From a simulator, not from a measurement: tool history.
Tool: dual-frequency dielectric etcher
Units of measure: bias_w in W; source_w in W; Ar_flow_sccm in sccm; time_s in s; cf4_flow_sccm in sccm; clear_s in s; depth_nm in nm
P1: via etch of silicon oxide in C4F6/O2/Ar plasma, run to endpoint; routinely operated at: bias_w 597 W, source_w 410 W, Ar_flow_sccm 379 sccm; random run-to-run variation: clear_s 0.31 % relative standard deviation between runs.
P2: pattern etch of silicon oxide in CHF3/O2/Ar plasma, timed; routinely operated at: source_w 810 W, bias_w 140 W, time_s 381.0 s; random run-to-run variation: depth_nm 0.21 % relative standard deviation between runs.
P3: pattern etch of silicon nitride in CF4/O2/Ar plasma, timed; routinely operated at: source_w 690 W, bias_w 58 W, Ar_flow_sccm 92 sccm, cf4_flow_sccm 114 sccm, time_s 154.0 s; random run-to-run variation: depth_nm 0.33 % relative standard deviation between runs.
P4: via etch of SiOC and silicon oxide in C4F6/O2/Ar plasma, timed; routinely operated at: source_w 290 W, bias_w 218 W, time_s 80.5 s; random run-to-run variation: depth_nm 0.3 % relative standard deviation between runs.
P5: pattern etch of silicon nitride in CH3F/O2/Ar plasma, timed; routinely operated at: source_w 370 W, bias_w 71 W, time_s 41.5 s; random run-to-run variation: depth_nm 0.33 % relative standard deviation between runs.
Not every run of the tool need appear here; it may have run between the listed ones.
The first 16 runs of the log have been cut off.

Run 17, day 6.921: process P1, bias_w 597 W, source_w 410 W, Ar_flow_sccm 379 sccm. Result: clear_s 35.614 s.
At day 7.004: wet clean of the chamber.
Run 18, day 7.338: process P2, bias_w 140 W, source_w 810 W, time_s 209.5 s. Result: depth_nm 417.620 nm.
Run 19, day 7.712: process P1, bias_w 597 W, source_w 410 W, Ar_flow_sccm 379 sccm. Result: clear_s 35.751 s.
Run 20, day 8.012: process P4, bias_w 218 W, source_w 360 W, time_s 80.5 s. Result: depth_nm 92.279 nm.
Run 21, day 8.508: process P1, bias_w 597 W, source_w 410 W, Ar_flow_sccm 379 sccm. Result: clear_s 35.647 s.
Run 22, day 8.900: process P4, bias_w 167 W, source_w 290 W, time_s 80.5 s. Result: depth_nm 77.694 nm.
Run 23, day 9.271: process P1, bias_w 597 W, source_w 490 W, Ar_flow_sccm 379 sccm. Result: clear_s 33.504 s.
Run 24, day 9.725: process P1, bias_w 457 W, source_w 410 W, Ar_flow_sccm 379 sccm. Result: clear_s 39.402 s.
Run 25, day 10.254: process P1, bias_w 597 W, source_w 410 W, Ar_flow_sccm 288 sccm. Result: clear_s 34.831 s.
Run 26, day 10.733: process P3, bias_w 58 W, source_w 690 W, Ar_flow_sccm 59 sccm, time_s 154.0 s, cf4_flow_sccm 114 sccm. Result: depth_nm 444.990 nm.
Run 27, day 11.283: process P1, bias_w 415 W, source_w 410 W, Ar_flow_sccm 450 sccm. Result: clear_s 41.704 s.
Run 28, day 11.833: process P2, bias_w 140 W, source_w 810 W, time_s 381.0 s. Result: depth_nm 757.800 nm.
Run 29, day 12.100: process P3, bias_w 58 W, source_w 890 W, Ar_flow_sccm 92 sccm, time_s 154.0 s, cf4_flow_sccm 114 sccm. Result: depth_nm 531.250 nm.
Run 30, day 12.575: process P4, bias_w 218 W, source_w 290 W, time_s 80.5 s. Result: depth_nm 84.375 nm.
Run 31, day 13.096: process P1, bias_w 597 W, source_w 410 W, Ar_flow_sccm 379 sccm. Result: clear_s 35.572 s.
Run 32, day 13.588: process P3, bias_w 58 W, source_w 690 W, Ar_flow_sccm 92 sccm, time_s 219.5 s, cf4_flow_sccm 114 sccm. Result: depth_nm 608.380 nm.
Run 33, day 13.967: process P3, bias_w 72 W, source_w 690 W, Ar_flow_sccm 92 sccm, time_s 154.0 s, cf4_flow_sccm 114 sccm. Result: depth_nm 463.990 nm.
Run 34, day 14.492: process P1, bias_w 597 W, source_w 410 W, Ar_flow_sccm 379 sccm. Result: clear_s 35.654 s.
Run 35, day 14.846: process P1, bias_w 597 W, source_w 410 W, Ar_flow_sccm 379 sccm. Result: clear_s 35.343 s.
Run 36, day 15.129: process P1, bias_w 597 W, source_w 410 W, Ar_flow_sccm 379 sccm. Result: clear_s 35.275 s.
Run 37, day 15.638: process P1, bias_w 597 W, source_w 410 W, Ar_flow_sccm 379 sccm. Result: clear_s 35.197 s.
Run 38, day 16.212: process P1, bias_w 597 W, source_w 410 W, Ar_flow_sccm 379 sccm. Result: clear_s 34.935 s.
Run 39, day 16.496: process P1, bias_w 597 W, source_w 410 W, Ar_flow_sccm 379 sccm. Result: clear_s 35.140 s.

Predict the results of run 40:
At day 16.633: Ar flow controller replaced.
Run 40, day 16.867: process P1, bias_w 597 W, source_w 410 W, Ar_flow_sccm 379 sccm. Result: clear_s ?.

clear_s: 35.077 s
